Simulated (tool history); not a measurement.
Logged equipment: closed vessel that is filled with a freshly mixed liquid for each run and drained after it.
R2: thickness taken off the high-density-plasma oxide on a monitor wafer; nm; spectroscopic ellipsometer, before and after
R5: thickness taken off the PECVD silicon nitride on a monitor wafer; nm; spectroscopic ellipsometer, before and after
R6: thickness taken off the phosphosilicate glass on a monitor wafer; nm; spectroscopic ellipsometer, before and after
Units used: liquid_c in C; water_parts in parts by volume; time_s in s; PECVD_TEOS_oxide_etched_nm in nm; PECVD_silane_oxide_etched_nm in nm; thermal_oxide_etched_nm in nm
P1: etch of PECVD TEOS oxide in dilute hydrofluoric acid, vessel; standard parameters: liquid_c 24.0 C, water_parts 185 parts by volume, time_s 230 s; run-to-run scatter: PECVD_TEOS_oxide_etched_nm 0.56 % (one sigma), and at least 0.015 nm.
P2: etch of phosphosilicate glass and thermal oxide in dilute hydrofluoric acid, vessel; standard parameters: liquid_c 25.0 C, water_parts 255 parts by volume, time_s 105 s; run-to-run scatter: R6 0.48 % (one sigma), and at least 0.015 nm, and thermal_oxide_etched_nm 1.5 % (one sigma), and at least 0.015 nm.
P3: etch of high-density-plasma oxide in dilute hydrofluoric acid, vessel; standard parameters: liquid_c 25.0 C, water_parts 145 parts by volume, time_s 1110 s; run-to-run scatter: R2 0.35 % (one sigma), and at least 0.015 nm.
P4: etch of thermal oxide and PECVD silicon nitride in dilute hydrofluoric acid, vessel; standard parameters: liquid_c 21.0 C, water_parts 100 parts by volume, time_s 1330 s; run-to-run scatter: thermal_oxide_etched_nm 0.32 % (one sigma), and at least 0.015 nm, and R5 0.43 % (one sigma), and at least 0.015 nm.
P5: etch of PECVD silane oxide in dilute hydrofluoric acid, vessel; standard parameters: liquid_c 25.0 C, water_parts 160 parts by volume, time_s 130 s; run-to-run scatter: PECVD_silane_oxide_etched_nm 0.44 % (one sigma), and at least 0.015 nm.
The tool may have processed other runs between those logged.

{"run": 1, "hour": 9.0, "process": "P1", "liquid_c": 24.0, "water_parts": 185, "time_s": 230, "PECVD_TEOS_oxide_etched_nm": 14.903}
{"run": 2, "hour": 14.3, "process": "P3", "liquid_c": 18.0, "water_parts": 145, "time_s": 1110, "R2": 43.153}
{"run": 3, "hour": 19.9, "process": "P5", "liquid_c": 25.0, "water_parts": 160, "time_s": 30, "PECVD_silane_oxide_etched_nm": 7.6557}
{"run": 4, "hour": 30.9, "process": "P3", "liquid_c": 25.0, "water_parts": 145, "time_s": 1110, "R2": 56.963}
{"run": 5, "hour": 39.8, "process": "P1", "liquid_c": 24.0, "water_parts": 185, "time_s": 30, "PECVD_TEOS_oxide_etched_nm": 1.9458}
{"run": 6, "hour": 46.1, "process": "P4", "liquid_c": 21.0, "water_parts": 30, "time_s": 1330, "thermal_oxide_etched_nm": 197.55, "R5": 196.66}
{"run": 7, "hour": 52.5, "process": "P5", "liquid_c": 25.0, "water_parts": 70, "time_s": 130, "PECVD_silane_oxide_etched_nm": 84.889}
{"run": 8, "hour": 58.7, "process": "P5", "liquid_c": 25.0, "water_parts": 160, "time_s": 130, "PECVD_silane_oxide_etched_nm": 33.421}
{"run": 9, "hour": 64.0, "process": "P4", "liquid_c": 21.0, "water_parts": 100, "time_s": 2185, "thermal_oxide_etched_nm": 88.766, "R5": 100.5}
{"run": 10, "hour": 70.6, "process": "P1", "liquid_c": 24.0, "water_parts": 100, "time_s": 230, "PECVD_TEOS_oxide_etched_nm": 30.817}
{"hour": 77.1, "done": "hydrofluoric acid flow meter replaced"}
{"run": 11, "hour": 77.7, "process": "P2", "liquid_c": 25.0, "water_parts": 255, "time_s": 105, "thermal_oxide_etched_nm": 1.7023, "R6": 39.183}
{"run": 12, "hour": 86.1, "process": "P5", "liquid_c": 25.0, "water_parts": 160, "time_s": 130, "PECVD_silane_oxide_etched_nm": 33.457}
{"run": 13, "hour": 94.2, "process": "P2", "liquid_c": 25.0, "water_parts": 255, "time_s": 30, "thermal_oxide_etched_nm": 0.51859, "R6": 11.146}
{"run": 14, "hour": 101.0, "process": "P1", "liquid_c": 24.0, "water_parts": 185, "time_s": 230, "PECVD_TEOS_oxide_etched_nm": 14.916}
{"run": 15, "hour": 106.3, "process": "P1", "liquid_c": 24.0, "water_parts": 265, "time_s": 230, "PECVD_TEOS_oxide_etched_nm": 9.5796}
{"run": 16, "hour": 117.1, "process": "P4", "liquid_c": 17.0, "water_parts": 100, "time_s": 1330, "thermal_oxide_etched_nm": 46.045, "R5": 46.416}
{"run": 17, "hour": 126.1, "process": "P3", "liquid_c": 25.0, "water_parts": 225, "time_s": 1110, "R2": 33.357}
{"run": 18, "hour": 132.3, "process": "P1", "liquid_c": 29.0, "water_parts": 185, "time_s": 90, "PECVD_TEOS_oxide_etched_nm": 7.0471}
{"hour": 134.4, "done": "thermometer replaced"}
{"run": 19, "hour": 137.8, "process": "P1", "liquid_c": 24.0, "water_parts": 185, "time_s": 230, "PECVD_TEOS_oxide_etched_nm": 15.164}
{"run": 20, "hour": 146.0, "process": "P4", "liquid_c": 21.0, "water_parts": 100, "time_s": 1330, "thermal_oxide_etched_nm": 54.321, "R5": 61.257}
{"run": 21, "hour": 156.9, "process": "P3", "liquid_c": 25.0, "water_parts": 145, "time_s": 2085, "R2": 106.89}
{"run": 22, "hour": 163.2, "process": "P1", "liquid_c": 17.0, "water_parts": 185, "time_s": 230, "PECVD_TEOS_oxide_etched_nm": 11.622}
{"run": 23, "hour": 172.2, "process": "P2", "liquid_c": 25.0, "water_parts": 380, "time_s": 105, "thermal_oxide_etched_nm": 1.0359, "R6": 23.377}
{"run": 24, "hour": 181.6, "process": "P5", "liquid_c": 29.0, "water_parts": 160, "time_s": 130, "PECVD_silane_oxide_etched_nm": 38.775}
{"run": 25, "hour": 192.1, "process": "P1", "liquid_c": 24.0, "water_parts": 185, "time_s": 410, "PECVD_TEOS_oxide_etched_nm": 26.664}
{"run": 26, "hour": 197.7, "process": "P2", "liquid_c": 17.5, "water_parts": 255, "time_s": 105, "thermal_oxide_etched_nm": 1.3344, "R6": 29.381}
{"run": 27, "hour": 208.8, "process": "P1", "liquid_c": 24.0, "water_parts": 185, "time_s": 230, "PECVD_TEOS_oxide_etched_nm": 15.182}
{"run": 28, "hour": 215.7, "process": "P1", "liquid_c": 31.0, "water_parts": 185, "time_s": 230, "PECVD_TEOS_oxide_etched_nm": 19.419}
{"run": 29, "hour": 226.1, "process": "P1", "liquid_c": 24.0, "water_parts": 185, "time_s": 230, "PECVD_TEOS_oxide_etched_nm": 15.076}
{"run": 30, "hour": 234.0, "process": "P3", "liquid_c": 25.0, "water_parts": 145, "time_s": 1110, "R2": 56.853}
{"run": 31, "hour": 242.2, "process": "P1", "liquid_c": 24.0, "water_parts": 185, "time_s": 230, "PECVD_TEOS_oxide_etched_nm": 15.044}
{"run": 32, "hour": 252.5, "process": "P1", "liquid_c": 24.0, "water_parts": 185, "time_s": 230, "PECVD_TEOS_oxide_etched_nm": 15.63}
{"run": 33, "hour": 262.5, "process": "P1", "liquid_c": 24.0, "water_parts": 185, "time_s": 230, "PECVD_TEOS_oxide_etched_nm": 15.695}
{"run": 34, "hour": 272.7, "process": "P1", "liquid_c": 24.0, "water_parts": 185, "time_s": 230, "PECVD_TEOS_oxide_etched_nm": 15.784}
{"run": 35, "hour": 277.8, "process": "P1", "liquid_c": 24.0, "water_parts": 185, "time_s": 230, "PECVD_TEOS_oxide_etched_nm": 16.026}
{"run": 36, "hour": 288.5, "process": "P1", "liquid_c": 24.0, "water_parts": 185, "time_s": 230, "PECVD_TEOS_oxide_etched_nm": 15.965}
{"run": 37, "hour": 296.6, "process": "P1", "liquid_c": 24.0, "water_parts": 185, "time_s": 230, "PECVD_TEOS_oxide_etched_nm": 16.033}
{"run": 38, "hour": 301.7, "process": "P1", "liquid_c": 24.0, "water_parts": 185, "time_s": 230, "PECVD_TEOS_oxide_etched_nm": 15.95}

P1 no longer gives what it gave before; its output has crept away from where it was. The following 2 causes, each at its listed size, fit the log equally well:
A: liquid hotter than its thermometer reads (K) = 1.79
B: hydrofluoric acid flow above the setpoint (%) = 5.68
The onset of the drift is placed at about hour 242.2.

The check runs listed below each take one wafer, and their results are still question marks. Under which run would the listed causes lead to clearly different results?
{"run": "check 1", "hour": 306.8, "process": "P3", "liquid_c": 25.0, "water_parts": 145, "time_s": 1110, "R2": "?"}
{"run": "check 2", "hour": 306.8, "process": "P2", "liquid_c": 25.0, "water_parts": 255, "time_s": 105, "thermal_oxide_etched_nm": "?", "R6": "?"}
{"run": "check 3", "hour": 306.8, "process": "P4", "liquid_c": 21.0, "water_parts": 100, "time_s": 1330, "thermal_oxide_etched_nm": "?", "R5": "?"}
{"run": "check 4", "hour": 306.8, "process": "P5", "liquid_c": 25.0, "water_parts": 160, "time_s": 130, "PECVD_silane_oxide_etched_nm": "?"}

What each check would give under each cause:
check=check_1 result=R2 if_A=60.825 if_B=60.648
check=check_2 result=thermal_oxide_etched_nm if_A=1.85740 if_B=1.87070
check=check_2 result=R6 if_A=41.490 if_B=41.787
check=check_3 result=thermal_oxide_etched_nm if_A=58.41400 if_B=57.78000
check=check_3 result=R5 if_A=68.853 if_B=64.457
check=check_4 result=PECVD_silane_oxide_etched_nm if_A=35.7260 if_B=35.6760
Smallest distance between any two causes, each pair judged by its most separating result, in per cent: check 1 0.29 %; check 2 0.71 %; check 3 6.6 %; check 4 0.14 %
The other checks would show nearly matching results whichever cause is true, so check 3 is the only one that separates the causes.

After running check 3, the following was obtained: thermal_oxide_etched_nm 57.68600 nm; R5 64.403 nm. Which cause does this point to?

It was cause B: hydrofluoric acid flow above the setpoint (%).
